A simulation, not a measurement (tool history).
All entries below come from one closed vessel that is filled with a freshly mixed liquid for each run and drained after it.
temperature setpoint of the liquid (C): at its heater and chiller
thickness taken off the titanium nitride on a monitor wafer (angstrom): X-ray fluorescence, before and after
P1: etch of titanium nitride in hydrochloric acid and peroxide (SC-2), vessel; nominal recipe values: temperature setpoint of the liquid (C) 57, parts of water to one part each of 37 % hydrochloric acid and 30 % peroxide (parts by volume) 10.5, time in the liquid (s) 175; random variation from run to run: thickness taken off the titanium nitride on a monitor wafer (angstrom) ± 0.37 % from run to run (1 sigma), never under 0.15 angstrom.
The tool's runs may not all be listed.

run   hour  temperature setpoint of the liquid (C)  parts of water to one part each of 37 % hydrochloric acid and 30 % peroxide (parts by volume)  time in the liquid (s)  hours since the thermometer was replaced  hours since the chemicals flow meter was replaced  hours since the drum of peroxide was connected  thickness taken off the titanium nitride on a monitor wafer (angstrom)
  1    5.4                                      57                                                                                           10.5                     175                                    1960.6                                              772.0                                           331.6                                                                  87.994
  2   13.7                                      72                                                                                           10.5                     175                                    1968.9                                              780.3                                           339.9                                                                 218.470
  3   18.8                                      45                                                                                           10.5                     175                                    1974.0                                              785.4                                           345.0                                                                  39.785
  4   29.5                                      57                                                                                           16.5                     325                                    1984.7                                              796.1                                           355.7                                                                 108.820
  5   40.5                                      57                                                                                           10.5                     175                                    1995.7                                              807.1                                           366.7                                                                  87.169
  6   49.4                                      57                                                                                           10.5                     175                                    2004.6                                              816.0                                           375.6                                                                  86.951
  7   60.7                                      57                                                                                           17.5                     175                                    2015.9                                              827.3                                           386.9                                                                  55.805
  8   67.3                                      57                                                                                           10.5                     290                                    2022.5                                              833.9                                           393.5                                                                 144.940
  9   76.9                                      57                                                                                            4.0                     175                                    2032.1                                              843.5                                           403.1                                                                 181.640
 10   82.9                                      57                                                                                           10.5                      70                                    2038.1                                              849.5                                           409.1                                                                  34.992
 11   90.4                                      57                                                                                           10.5                     175                                    2045.6                                              857.0                                           416.6                                                                  87.416
 12   98.8                                      57                                                                                           10.5                     175                                    2054.0                                              865.4                                           425.0                                                                  87.511
 13  105.5                                      57                                                                                           10.5                     175                                    2060.7                                              872.1                                           431.7                                                                  87.493
 14  114.3                                      57                                                                                           10.5                     175                                    2069.5                                              880.9                                           440.5                                                                  90.417
 15  124.9                                      57                                                                                           10.5                     175                                    2080.1                                              891.5                                           451.1                                                                  92.717
 16  136.4                                      57                                                                                           10.5                     175                                    2091.6                                              903.0                                           462.6                                                                  94.039
 17  147.8                                      57                                                                                           10.5                     175                                    2103.0                                              914.4                                           474.0                                                                  95.071
 18  153.5                                      57                                                                                           10.5                     175                                    2108.7                                              920.1                                           479.7                                                                  95.357
 19  163.8                                      57                                                                                           10.5                     175                                    2119.0                                              930.4                                           490.0                                                                  95.216
 20  171.3                                      57                                                                                           10.5                     175                                    2126.5                                              937.9                                           497.5                                                                  95.422
 21  178.8                                      57                                                                                           10.5                     175                                    2134.0                                              945.4                                           505.0                                                                  95.096
 22  184.6                                      57                                                                                           10.5                     175                                    2139.8                                              951.2                                           510.8                                                                  95.644
 23  193.2                                      57                                                                                           10.5                     175                                    2148.4                                              959.8                                           519.4                                                                  95.786

P1 has crept away from where it was. The log is fitted equally well by each of these 2 causes, at the sizes shown:
A: liquid hotter than its thermometer reads (K) = 1.44
B: chemicals flow above the setpoint (%) = 11.6
The gradual shift began around hour 105.5.
Every other cause this tool's parts could produce, and why it does not fit the log:
peroxide weaker than its label (%): capped at 8; at that size thickness taken off the titanium nitride on a monitor wafer (angstrom) would change by -7.4 %, too little to explain the creep or opposite to it

Which of the check runs below tells the causes apart, meaning the causes would give it clearly different results? Each run uses 2 wafers whose results are averaged, and each result is shown as a question mark.
check 1  201.8                                    57.0                                                                                            7.5                      90                                                                                                                                                                                                                    ?
check 2  201.8                                    50.5                                                                                           14.5                     175                                                                                                                                                                                                                    ?
check 3  201.8                                    46.5                                                                                            4.5                     175                                                                                                                                                                                                                    ?
check 4  201.8                                    48.0                                                                                           10.5                     175                                                                                                                                                                                                                    ?

Expected result of each check under each candidate cause:
  check                                                                  result    if A    if B
check 1  thickness taken off the titanium nitride on a monitor wafer (angstrom)  64.760  64.378
check 2  thickness taken off the titanium nitride on a monitor wafer (angstrom)  47.644  47.667
check 3  thickness taken off the titanium nitride on a monitor wafer (angstrom)  92.620  90.517
check 4  thickness taken off the titanium nitride on a monitor wafer (angstrom)  53.272  52.982
Distance between the nearest two causes, measured in the result of the check that separates them most: check 1 0.59 %; check 2 0.05 %; check 3 2.3 %; check 4 0.55 %
Check 3 is the one run that separates the causes; every other check would come out nearly the same whichever cause is at work.

The results of check 3 are: thickness taken off the titanium nitride on a monitor wafer (angstrom) 90.481. Based on these, which of the listed causes is it?

It was cause B: chemicals flow above the setpoint (%).
